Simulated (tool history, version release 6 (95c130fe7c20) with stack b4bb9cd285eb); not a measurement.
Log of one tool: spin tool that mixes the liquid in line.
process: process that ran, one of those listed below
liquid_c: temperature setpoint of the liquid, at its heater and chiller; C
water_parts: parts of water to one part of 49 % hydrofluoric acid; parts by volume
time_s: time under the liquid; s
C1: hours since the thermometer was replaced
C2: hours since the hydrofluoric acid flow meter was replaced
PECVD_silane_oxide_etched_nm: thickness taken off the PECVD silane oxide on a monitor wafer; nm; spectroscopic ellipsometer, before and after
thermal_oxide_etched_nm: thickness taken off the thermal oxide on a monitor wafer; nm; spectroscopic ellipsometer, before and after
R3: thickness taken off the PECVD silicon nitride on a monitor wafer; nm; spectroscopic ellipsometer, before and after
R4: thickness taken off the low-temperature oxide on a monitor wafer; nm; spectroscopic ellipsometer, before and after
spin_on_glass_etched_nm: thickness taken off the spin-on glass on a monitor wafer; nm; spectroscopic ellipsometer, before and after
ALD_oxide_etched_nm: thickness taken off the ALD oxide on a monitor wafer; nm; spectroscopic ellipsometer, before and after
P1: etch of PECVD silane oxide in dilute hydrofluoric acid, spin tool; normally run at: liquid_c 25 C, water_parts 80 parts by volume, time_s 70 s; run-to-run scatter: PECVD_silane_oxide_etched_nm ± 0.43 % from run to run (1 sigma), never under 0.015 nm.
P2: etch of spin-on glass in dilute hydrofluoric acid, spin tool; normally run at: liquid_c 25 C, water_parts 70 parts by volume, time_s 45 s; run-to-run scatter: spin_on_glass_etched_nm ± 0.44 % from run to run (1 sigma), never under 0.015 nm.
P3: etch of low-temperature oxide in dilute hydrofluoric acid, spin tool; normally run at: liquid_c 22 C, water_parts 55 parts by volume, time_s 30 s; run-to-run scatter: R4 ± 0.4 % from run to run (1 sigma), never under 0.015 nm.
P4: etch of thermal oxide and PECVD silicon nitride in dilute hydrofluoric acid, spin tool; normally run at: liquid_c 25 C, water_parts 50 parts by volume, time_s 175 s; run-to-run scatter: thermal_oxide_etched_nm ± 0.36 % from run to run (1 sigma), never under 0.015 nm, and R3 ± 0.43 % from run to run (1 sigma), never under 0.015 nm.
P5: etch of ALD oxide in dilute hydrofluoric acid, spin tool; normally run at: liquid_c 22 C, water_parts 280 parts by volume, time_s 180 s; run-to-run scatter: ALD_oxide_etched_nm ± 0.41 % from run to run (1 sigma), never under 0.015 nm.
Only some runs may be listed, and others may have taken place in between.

Run 1, hour 5.6: process P1, liquid_c 25 C, water_parts 80 parts by volume, time_s 70 s; C1 699.9; C2 660.5. Result: PECVD_silane_oxide_etched_nm 14.145 nm.
Run 2, hour 11.8: process P1, liquid_c 20 C, water_parts 40 parts by volume, time_s 70 s; C1 706.1; C2 666.7. Result: PECVD_silane_oxide_etched_nm 24.035 nm.
Run 3, hour 18.9: process P1, liquid_c 25 C, water_parts 115 parts by volume, time_s 30 s; C1 713.2; C2 673.8. Result: PECVD_silane_oxide_etched_nm 4.0589 nm.
Run 4, hour 25.4: process P4, liquid_c 25 C, water_parts 80 parts by volume, time_s 175 s; C1 719.7; C2 680.3. Result: thermal_oxide_etched_nm 11.697 nm, R3 9.5229 nm.
Run 5, hour 31.2: process P3, liquid_c 17 C, water_parts 55 parts by volume, time_s 30 s; C1 725.5; C2 686.1. Result: R4 5.3721 nm.
Run 6, hour 42.6: process P1, liquid_c 25 C, water_parts 80 parts by volume, time_s 70 s; C1 736.9; C2 697.5. Result: PECVD_silane_oxide_etched_nm 14.121 nm.
Run 7, hour 53.2: process P1, liquid_c 19 C, water_parts 80 parts by volume, time_s 70 s; C1 747.5; C2 708.1. Result: PECVD_silane_oxide_etched_nm 11.051 nm.
Run 8, hour 65.6: process P1, liquid_c 25 C, water_parts 80 parts by volume, time_s 70 s; C1 759.9; C2 720.5. Result: PECVD_silane_oxide_etched_nm 14.201 nm.
Run 9, hour 73.3: process P2, liquid_c 17.5 C, water_parts 70 parts by volume, time_s 45 s; C1 767.6; C2 728.2. Result: spin_on_glass_etched_nm 11.622 nm.
Run 10, hour 83.8: process P4, liquid_c 25 C, water_parts 50 parts by volume, time_s 175 s; C1 778.1; C2 738.7. Result: thermal_oxide_etched_nm 19.44 nm, R3 15.237 nm.
Run 11, hour 95.9: process P1, liquid_c 25 C, water_parts 140 parts by volume, time_s 70 s; C1 790.2; C2 750.8. Result: PECVD_silane_oxide_etched_nm 7.5488 nm.
Run 12, hour 105.9: process P2, liquid_c 25 C, water_parts 70 parts by volume, time_s 45 s; C1 800.2; C2 760.8. Result: spin_on_glass_etched_nm 15.752 nm.
Run 13, hour 116: process P3, liquid_c 22 C, water_parts 55 parts by volume, time_s 55 s; C1 810.3; C2 770.9. Result: R4 12.179 nm.
Run 14, hour 123.9: process P5, liquid_c 22 C, water_parts 50 parts by volume, time_s 180 s; C1 818.2; C2 778.8. Result: ALD_oxide_etched_nm 66.504 nm.
Run 15, hour 131.1: process P2, liquid_c 25 C, water_parts 125 parts by volume, time_s 45 s; C1 825.4; C2 786. Result: spin_on_glass_etched_nm 8.2058 nm.
Run 16, hour 143.3: process P1, liquid_c 25 C, water_parts 30 parts by volume, time_s 70 s; C1 837.6; C2 798.2. Result: PECVD_silane_oxide_etched_nm 40.633 nm.
Run 17, hour 154.2: process P3, liquid_c 22 C, water_parts 55 parts by volume, time_s 30 s; C1 848.5; C2 809.1. Result: R4 6.6116 nm.
Run 18, hour 164.7: process P3, liquid_c 22 C, water_parts 105 parts by volume, time_s 30 s; C1 859; C2 819.6. Result: R4 3.2426 nm.
Run 19, hour 174.6: process P4, liquid_c 31 C, water_parts 50 parts by volume, time_s 175 s; C1 868.9; C2 829.5. Result: thermal_oxide_etched_nm 24.683 nm, R3 22.416 nm.
Run 20, hour 183.9: process P5, liquid_c 17 C, water_parts 280 parts by volume, time_s 180 s; C1 878.2; C2 838.8. Result: ALD_oxide_etched_nm 7.6935 nm.
Run 21, hour 194.7: process P4, liquid_c 25 C, water_parts 50 parts by volume, time_s 340 s; C1 889; C2 849.6. Result: thermal_oxide_etched_nm 37.917 nm, R3 29.751 nm.
Run 22, hour 204.7: process P1, liquid_c 28.5 C, water_parts 80 parts by volume, time_s 70 s; C1 899; C2 859.6. Result: PECVD_silane_oxide_etched_nm 16.218 nm.
Run 23, hour 212.3: process P5, liquid_c 22 C, water_parts 280 parts by volume, time_s 180 s; C1 906.6; C2 867.2. Result: ALD_oxide_etched_nm 9.3568 nm.
Run 24, hour 218.7: process P5, liquid_c 22 C, water_parts 280 parts by volume, time_s 15 s; C1 913; C2 873.6. Result: ALD_oxide_etched_nm 0.79255 nm.
Run 25, hour 230.7: process P2, liquid_c 25 C, water_parts 70 parts by volume, time_s 45 s; C1 925; C2 885.6. Result: spin_on_glass_etched_nm 15.779 nm.
Run 26, hour 238.3: process P1, liquid_c 25 C, water_parts 80 parts by volume, time_s 70 s; C1 932.6; C2 893.2. Result: PECVD_silane_oxide_etched_nm 14.226 nm.
Run 27, hour 244.8: process P1, liquid_c 25 C, water_parts 80 parts by volume, time_s 135 s; C1 939.1; C2 899.7. Result: PECVD_silane_oxide_etched_nm 27.206 nm.
Run 28, hour 254.8: process P5, liquid_c 22 C, water_parts 280 parts by volume, time_s 180 s; C1 949.1; C2 909.7. Result: ALD_oxide_etched_nm 9.2468 nm.
Run 29, hour 261.3: process P1, liquid_c 25 C, water_parts 80 parts by volume, time_s 70 s; C1 955.6; C2 916.2. Result: PECVD_silane_oxide_etched_nm 14.292 nm.
Run 30, hour 270.2: process P3, liquid_c 22 C, water_parts 55 parts by volume, time_s 30 s; C1 964.5; C2 925.1. Result: R4 6.5865 nm.
Run 31, hour 281.7: process P4, liquid_c 25 C, water_parts 50 parts by volume, time_s 175 s; C1 976; C2 936.6. Result: thermal_oxide_etched_nm 19.497 nm, R3 15.124 nm.
Run 32, hour 292.5: process P1, liquid_c 25 C, water_parts 80 parts by volume, time_s 25 s; C1 986.8; C2 947.4. Result: PECVD_silane_oxide_etched_nm 5.0595 nm.
Run 33, hour 303.9: process P2, liquid_c 25 C, water_parts 70 parts by volume, time_s 80 s; C1 998.2; C2 958.8. Result: spin_on_glass_etched_nm 27.79 nm.
Run 34, hour 312.5: process P1, liquid_c 25 C, water_parts 80 parts by volume, time_s 70 s; C1 1006.8; C2 967.4. Result: PECVD_silane_oxide_etched_nm 14.048 nm.
Run 35, hour 324.9: process P1, liquid_c 25 C, water_parts 80 parts by volume, time_s 70 s; C1 1019.2; C2 979.8. Result: PECVD_silane_oxide_etched_nm 14.79 nm.
Run 36, hour 330.5: process P1, liquid_c 25 C, water_parts 80 parts by volume, time_s 70 s; C1 1024.8; C2 985.4. Result: PECVD_silane_oxide_etched_nm 14.966 nm.
Run 37, hour 337.2: process P1, liquid_c 25 C, water_parts 80 parts by volume, time_s 70 s; C1 1031.5; C2 992.1. Result: PECVD_silane_oxide_etched_nm 15.043 nm.
Run 38, hour 349.2: process P1, liquid_c 25 C, water_parts 80 parts by volume, time_s 70 s; C1 1043.5; C2 1004.1. Result: PECVD_silane_oxide_etched_nm 15.21 nm.
Run 39, hour 359.6: process P1, liquid_c 25 C, water_parts 80 parts by volume, time_s 70 s; C1 1053.9; C2 1014.5. Result: PECVD_silane_oxide_etched_nm 15.281 nm.
Run 40, hour 365: process P1, liquid_c 25 C, water_parts 80 parts by volume, time_s 70 s; C1 1059.3; C2 1019.9. Result: PECVD_silane_oxide_etched_nm 15.266 nm.
Run 41, hour 376.6: process P1, liquid_c 25 C, water_parts 80 parts by volume, time_s 70 s; C1 1070.9; C2 1031.5. Result: PECVD_silane_oxide_etched_nm 15.407 nm.

Run 42 is up next; what results do you expect?
Run 42, hour 383.1: process P1, liquid_c 25 C, water_parts 80 parts by volume, time_s 70 s; C1 1077.4; C2 1038. Result: PECVD_silane_oxide_etched_nm ?.

Run 42 gave PECVD_silane_oxide_etched_nm 15.55 nm.
